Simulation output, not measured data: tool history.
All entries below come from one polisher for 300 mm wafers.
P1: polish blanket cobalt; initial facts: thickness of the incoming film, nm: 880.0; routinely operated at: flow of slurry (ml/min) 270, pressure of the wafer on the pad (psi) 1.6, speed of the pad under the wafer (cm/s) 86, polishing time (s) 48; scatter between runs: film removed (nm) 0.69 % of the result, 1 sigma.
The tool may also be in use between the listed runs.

| run | hour | flow of slurry (ml/min) | pressure of the wafer on the pad (psi) | speed of the pad under the wafer (cm/s) | polishing time (s) | wafers polished on this pad | hours since the slurry nozzle was cleaned | hours since the head pressure was calibrated | film removed (nm) |
|---|---|---|---|---|---|---|---|---|---|
| 1 | 11.1 | 270 | 1.6 | 86 | 48 | 286 | 443.8 | 529.8 | 193.690 |
| 2 | 25.6 | 270 | 1.6 | 86 | 48 | 481 | 458.3 | 544.3 | 192.420 |
| 3 | 41.5 | 400 | 1.6 | 110 | 48 | 696 | 474.2 | 560.2 | 256.930 |
| 4 | 53.9 | 270 | 0.7 | 86 | 24 | 863 | 486.6 | 572.6 | 42.812 |
| 5 | 64.6 | 270 | 2.3 | 86 | 48 | 1007 | 497.3 | 583.3 | 278.840 |
| 6 | 81.7 | 270 | 1.6 | 86 | 48 | 1238 | 514.4 | 600.4 | 191.730 |
|  | 84.4 | worn pad replaced by a new one |
| 7 | 97.5 | 270 | 0.7 | 86 | 48 | 176 | 530.2 | 616.2 | 85.902 |
| 8 | 113.0 | 340 | 1.6 | 86 | 48 | 385 | 545.7 | 631.7 | 196.990 |
| 9 | 124.8 | 270 | 1.6 | 86 | 48 | 544 | 557.5 | 643.5 | 195.110 |
| 10 | 134.7 | 270 | 1.6 | 38 | 48 | 678 | 567.4 | 653.4 | 85.257 |
| 11 | 153.4 | 270 | 1.6 | 86 | 27 | 930 | 586.1 | 672.1 | 109.860 |
| 12 | 169.4 | 160 | 1.6 | 128 | 48 | 1146 | 602.1 | 688.1 | 270.700 |
| 13 | 187.6 | 270 | 1.6 | 114 | 48 | 1391 | 620.3 | 706.3 | 255.960 |
| 14 | 198.1 | 270 | 1.6 | 86 | 72 | 1533 | 630.8 | 716.8 | 285.660 |
| 15 | 209.1 | 160 | 1.6 | 86 | 48 | 1681 | 641.8 | 727.8 | 182.060 |
| 16 | 228.0 | 270 | 1.6 | 86 | 48 | 1936 | 660.7 | 746.7 | 193.820 |
| 17 | 240.1 | 270 | 1.6 | 86 | 48 | 2099 | 672.8 | 758.8 | 189.780 |
| 18 | 250.8 | 270 | 1.6 | 86 | 48 | 2244 | 683.5 | 769.5 | 187.730 |
| 19 | 264.9 | 270 | 1.6 | 86 | 48 | 2434 | 697.6 | 783.6 | 186.750 |
| 20 | 274.8 | 270 | 1.6 | 86 | 48 | 2567 | 707.5 | 793.5 | 186.030 |
| 21 | 290.9 | 270 | 1.6 | 86 | 48 | 2785 | 723.6 | 809.6 | 182.640 |

Run 22, settings as shown, results not yet in. Your forecast:
|  | 306.9 | worn pad replaced by a new one |
| 22 | 308.3 | 270 | 1.6 | 86 | 48 | 19 | 741.0 | 827.0 | ? |

{"run 22": {"film removed (nm)": 180.56}}
